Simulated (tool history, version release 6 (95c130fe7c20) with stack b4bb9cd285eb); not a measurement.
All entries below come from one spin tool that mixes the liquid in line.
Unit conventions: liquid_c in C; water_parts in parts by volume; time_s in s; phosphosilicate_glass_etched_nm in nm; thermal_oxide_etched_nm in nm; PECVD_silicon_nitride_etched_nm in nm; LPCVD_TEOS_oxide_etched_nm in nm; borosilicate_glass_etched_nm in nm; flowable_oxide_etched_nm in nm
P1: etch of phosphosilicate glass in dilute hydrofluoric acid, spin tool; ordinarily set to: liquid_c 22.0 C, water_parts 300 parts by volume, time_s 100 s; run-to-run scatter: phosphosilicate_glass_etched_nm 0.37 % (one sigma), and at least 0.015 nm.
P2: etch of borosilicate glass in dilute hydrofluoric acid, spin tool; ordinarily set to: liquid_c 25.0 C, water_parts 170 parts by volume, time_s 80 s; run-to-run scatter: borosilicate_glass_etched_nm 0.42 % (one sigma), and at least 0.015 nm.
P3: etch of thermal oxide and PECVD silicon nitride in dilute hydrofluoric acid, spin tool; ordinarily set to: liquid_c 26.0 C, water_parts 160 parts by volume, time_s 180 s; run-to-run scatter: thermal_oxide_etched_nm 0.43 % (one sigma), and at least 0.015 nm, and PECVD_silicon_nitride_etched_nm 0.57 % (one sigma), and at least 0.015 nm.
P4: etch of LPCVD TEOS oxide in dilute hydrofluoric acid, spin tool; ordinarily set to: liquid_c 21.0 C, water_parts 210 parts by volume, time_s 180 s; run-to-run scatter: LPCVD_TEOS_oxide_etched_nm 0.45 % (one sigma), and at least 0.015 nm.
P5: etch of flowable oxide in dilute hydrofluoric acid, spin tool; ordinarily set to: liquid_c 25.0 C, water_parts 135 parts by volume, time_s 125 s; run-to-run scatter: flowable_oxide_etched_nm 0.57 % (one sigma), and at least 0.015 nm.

run     day  process  liquid_c  water_parts  time_s  hours since the thermometer was replaced  hours since the hydrofluoric acid flow meter was replaced  phosphosilicate_glass_etched_nm  thermal_oxide_etched_nm  PECVD_silicon_nitride_etched_nm  LPCVD_TEOS_oxide_etched_nm  borosilicate_glass_etched_nm  flowable_oxide_etched_nm
  1   0.571       P1      22.0          300     100                                     970.8                                                     1461.4                          32.8120
  2   1.342       P3      26.0          160     180                                     989.3                                                     1479.9                                                    5.4261                           3.7205
  3   1.829       P1      22.0          485     100                                    1001.0                                                     1491.6                          17.3440
  4   2.550       P4      27.5          210     180                                    1018.3                                                     1508.9                                                                                                                20.6240
  5   3.175       P4      21.0           70     180                                    1033.3                                                     1523.9                                                                                                                57.1580
  6   3.904       P3      18.0          160     180                                    1050.8                                                     1541.4                                                    3.9241                           2.1915
  7   4.592       P1      22.0          160     100                                    1067.3                                                     1557.9                          71.0560
  8   5.054       P1      22.0          300     150                                    1078.4                                                     1569.0                          49.2400
  9   5.692       P1      22.0          300     100                                    1093.7                                                     1584.3                          32.8750
 10   6.238       P4      21.0          210     180                                    1106.8                                                     1597.4                                                                                                                16.3020
 11   6.875       P1      22.0          300     100                                    1122.1                                                     1612.7                          32.5900
 12   7.250       P2      25.0          235      80                                    1131.1                                                     1621.7                                                                                                                                              12.4640
 13   7.946       P2      29.5          170      80                                    1147.8                                                     1638.4                                                                                                                                              21.9550
 14   8.696       P1      22.0          300     100                                    1165.8                                                     1656.4                          32.8630
 15   9.354       P5      25.0          135     125                                    1181.6                                                     1672.2                                                                                                                                                                         20.726
 16  10.058       P3      26.0          160     180                                    1198.5                                                     1689.1                                                    5.4295                           3.7479
 17  10.829       P4      21.0          210      30                                    1217.0                                                     1707.6                                                                                                                 2.7122
 18  11.188       P3      26.0          280     180                                    1225.6                                                     1716.2                                                    2.7044                           2.1269
 19  11.904       P1      22.0          300     100                                    1242.8                                                     1733.4                          32.8300
 20  12.404       P1      22.0          300      15                                    1254.8                                                     1745.4                           4.9056
 21  12.896       P5      25.0          135     125                                    1266.6                                                     1757.2                                                                                                                                                                         20.790
 22  13.571       P5      25.0          245     125                                    1282.8                                                     1773.4                                                                                                                                                                         10.087
 23  14.162       P2      25.0          170      80                                    1297.0                                                     1787.6                                                                                                                                              18.3380
 24  14.754       P5      25.0          135     190                                    1311.2                                                     1801.8                                                                                                                                                                         31.571
 25  15.338       P2      25.0          170      80                                    1325.2                                                     1815.8                                                                                                                                              18.4000
 26  15.700       P3      26.0          160      90                                    1333.9                                                     1824.5                                                    2.7115                           1.8471
 27  16.375       P1      18.0          300     100                                    1350.1                                                     1840.7                          28.2680
 28  17.062       P1      30.0          300     100                                    1366.6                                                     1857.2                          43.1110
 29  17.479       P1      22.0          300     100                                    1376.6                                                     1867.2                          32.9100
 30  17.908       P2      25.0          170      15                                    1386.9                                                     1877.5                                                                                                                                               3.4448
 31  18.429       P1      22.0          100      15                                    1399.4                                                     1890.0                          18.2100

For run 32, what comes out?
 32  18.962       P5      30.0          135     125                                    1412.2                                                     1902.8                                                                                                                                                                              ?

{"run 32": {"flowable_oxide_etched_nm": 25.178}}
